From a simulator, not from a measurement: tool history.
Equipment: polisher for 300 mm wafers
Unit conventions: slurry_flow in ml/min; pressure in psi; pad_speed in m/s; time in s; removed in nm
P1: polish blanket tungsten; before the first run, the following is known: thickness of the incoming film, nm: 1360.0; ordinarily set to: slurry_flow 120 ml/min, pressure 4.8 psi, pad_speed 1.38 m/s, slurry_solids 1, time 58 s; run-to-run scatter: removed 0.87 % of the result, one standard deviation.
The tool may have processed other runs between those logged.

run,hour,slurry_flow,pressure,pad_speed,slurry_solids,time,removed
1,3.8,120,4.8,1.38,1,58,531.22
2,7.3,120,4.8,1.38,1,38,345.79
3,14.5,165,4.8,1.38,1,58,561.58
4,22,120,4.8,1.38,1,81,748.82
5,26,120,4.8,1.38,1,58,528.75
6,30.9,120,4.8,1.38,1.4,58,569.57
7,35.6,120,4.8,1.38,0.65,58,473.75
8,39.9,120,4.8,0.84,1,58,323.9
9,46.1,70,4.8,1.38,1,58,459.1
10,52.2,120,4.8,1.04,1,88,612.3
# hour 57.1: head pressure recalibrated
11,59.2,120,6.7,1.38,1,58,737.93
12,67.4,120,3.1,1.38,1,58,341.44
13,74.5,120,4.8,1.38,1,58,534.84
# hour 78.8: slurry tank refilled with fresh slurry and peroxide
14,79.5,120,4.8,1.38,1,58,533.1
15,83.2,120,4.8,1.38,1,58,538.35
16,88.3,120,4.8,1.38,1,58,533.85
17,91.8,120,4.8,1.92,1,58,740.83
18,97.3,120,4.8,1.38,1,58,534.35
19,104.5,120,4.8,1.38,1,58,525.82
20,108.1,120,4.8,1.38,1,58,518.79
21,115,120,4.8,1.38,1,58,507.09
22,122.9,120,4.8,1.38,1,58,491.45
# hour 125.6: worn pad replaced by a new one
# hour 125.8: slurry tank refilled with fresh slurry and peroxide
23,127.7,120,4.8,1.38,1,58,487.15
# hour 133.4: slurry blender recalibrated
24,135.5,120,4.8,1.38,1,58,488.43
25,140.7,120,4.8,1.38,1,58,493.83
26,145,120,4.8,1.38,1,58,484.35
27,151.6,120,4.8,1.38,1,58,484.48

What P1 gives has crept off from where it sat before. The 2 causes that follow fit the log equally well, each at the size noted:
A: head's pressure below its setpoint, % = 8.33
B: slurry flow missing at the pad, % = 29.4
The creep began at about hour 104.5.
Ruled out, with reasons:
removal rate lost through wear of the pad, %: serviced at hour 125.6, which brought nothing back
abrasive missing from the slurry, %: serviced at hour 133.4, which brought nothing back
peroxide lost from the slurry, %: serviced at hour 125.8, which brought nothing back

Each of the check runs listed below is run on 2 wafers and reports their average, with the results left as question marks. Pick the one under which the possible causes would lead to clearly different results.
check 1,158.2,120,4.8,0.88,0.7,58,?
check 2,158.2,120,6.6,1.38,1,45,?
check 3,158.2,70,4.8,1.38,1,58,?
check 4,158.2,120,4.8,1.9,1,58,?

Outcome of each check run for each possible cause:
check,result,if A,if B
check 1,removed,285.68,285.63
check 2,removed,519.23,519.14
check 3,removed,420.04,399.45
check 4,removed,670.11,670
Gap, in per cent, between the two causes that each check separates least, read from the result that separates them most: check 1 0.02 %; check 2 0.02 %; check 3 5.02 %; check 4 0.02 %
The causes can be told apart only by check 3. The other checks would give nearly the same results under each of them.

The results of check 3 are: removed 419.37 nm. Based on these, which of the listed causes is it?

A is the cause: head's pressure below its setpoint, %.
